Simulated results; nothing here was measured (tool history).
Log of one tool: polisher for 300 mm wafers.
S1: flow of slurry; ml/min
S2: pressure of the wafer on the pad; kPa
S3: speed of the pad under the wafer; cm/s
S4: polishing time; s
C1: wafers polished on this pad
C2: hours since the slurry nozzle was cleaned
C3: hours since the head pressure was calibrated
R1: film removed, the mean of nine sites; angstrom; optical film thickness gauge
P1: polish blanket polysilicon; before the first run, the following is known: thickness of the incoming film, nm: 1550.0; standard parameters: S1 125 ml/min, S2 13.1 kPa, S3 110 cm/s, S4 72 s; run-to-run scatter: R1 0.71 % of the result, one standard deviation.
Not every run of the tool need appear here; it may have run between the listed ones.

run,hour,S1,S2,S3,S4,C1,C2,C3,R1
1,6.5,125,13.1,110,72,476,249.3,152.1,3989.6
2,12.9,125,13.1,110,72,509,255.7,158.5,3984.1
3,21.9,125,13.1,110,72,555,264.7,167.5,4023.7
4,31.0,125,6.2,110,72,602,273.8,176.6,1880.1
5,40.2,125,13.1,50,72,649,283.0,185.8,1825.1
6,45.8,125,13.1,110,72,678,288.6,191.4,3989.4
7,57.8,125,13.1,110,32,740,300.6,203.4,1768.3
8,63.8,175,13.1,110,72,770,306.6,209.4,4220.2
9,74.5,125,13.1,110,72,825,317.3,220.1,3940.6
10,86.8,85,13.1,110,72,888,329.6,232.4,3614.9
11,97.0,160,9.0,110,72,941,339.8,242.6,2833.9
12,108.8,125,13.1,110,72,1001,351.6,254.4,3994.0
13,120.5,165,20.7,110,72,1061,363.3,266.1,6629.7
14,131.2,125,13.1,110,106,1116,374.0,276.8,5853.3
# hour 133.1: head pressure recalibrated
15,141.7,170,13.1,60,72,1170,384.5,8.7,2278.8
16,150.1,125,13.1,138,72,1213,392.9,17.1,5005.7
17,161.2,125,20.0,110,72,1270,404.0,28.2,6020.9
18,171.0,125,13.1,110,72,1321,413.8,38.0,3982.5
19,179.4,125,13.1,110,72,1364,422.2,46.4,3862.6
20,188.1,125,13.1,110,72,1408,430.9,55.1,3751.7
21,200.0,125,13.1,110,72,1469,442.8,67.0,3639.4
22,209.7,125,13.1,110,72,1519,452.5,76.7,3585.3
# hour 214.9: worn pad replaced by a new one
23,219.1,125,13.1,110,72,21,461.9,86.1,3590.3
24,231.6,125,13.1,110,72,86,474.4,98.6,3562.0
25,240.7,125,13.1,110,72,132,483.5,107.7,3547.1

The output of P1 has drifted from where it used to be. Each of the 2 causes below, taken at the size shown beside it, accounts for the log equally well:
A: head's pressure below its setpoint, % = 10.9
B: slurry flow missing at the pad, % = 36.8
The onset of the drift is placed at about hour 171.0.
Other possible causes, and why each is ruled out:
removal rate lost through wear of the pad, %: serviced at hour 214.9, after the change had begun; the process did not return to its earlier output

Which of the check runs below tells the causes apart, meaning the causes would give it clearly different results? Each run uses 3 wafers whose results are averaged, and each result is shown as a question mark.
check 1,249.8,125,13.1,138,72,,,,?
check 2,249.8,175,13.1,52,72,,,,?
check 3,249.8,125,13.1,52,35,,,,?
check 4,249.8,125,17.2,110,72,,,,?

How each check would come out, cause by cause:
check,result,if A,if B
check 1,R1,4449.50,4451.00
check 2,R1,1778.10,1832.90
check 3,R1,815.02,815.29
check 4,R1,4666.70,4668.20
Per check, the gap between the least separated pair of causes, taken in the result that splits them most: check 1 0.03 %; check 2 3.03 %; check 3 0.03 %; check 4 0.03 %
Only in check 2 would the causes give clearly different results; in the remaining checks their results would be nearly the same.

Running check 2 produced the following: R1 1831.10 angstrom. Which one of the listed causes fits?

Of the candidate causes, it is B: slurry flow missing at the pad, %.
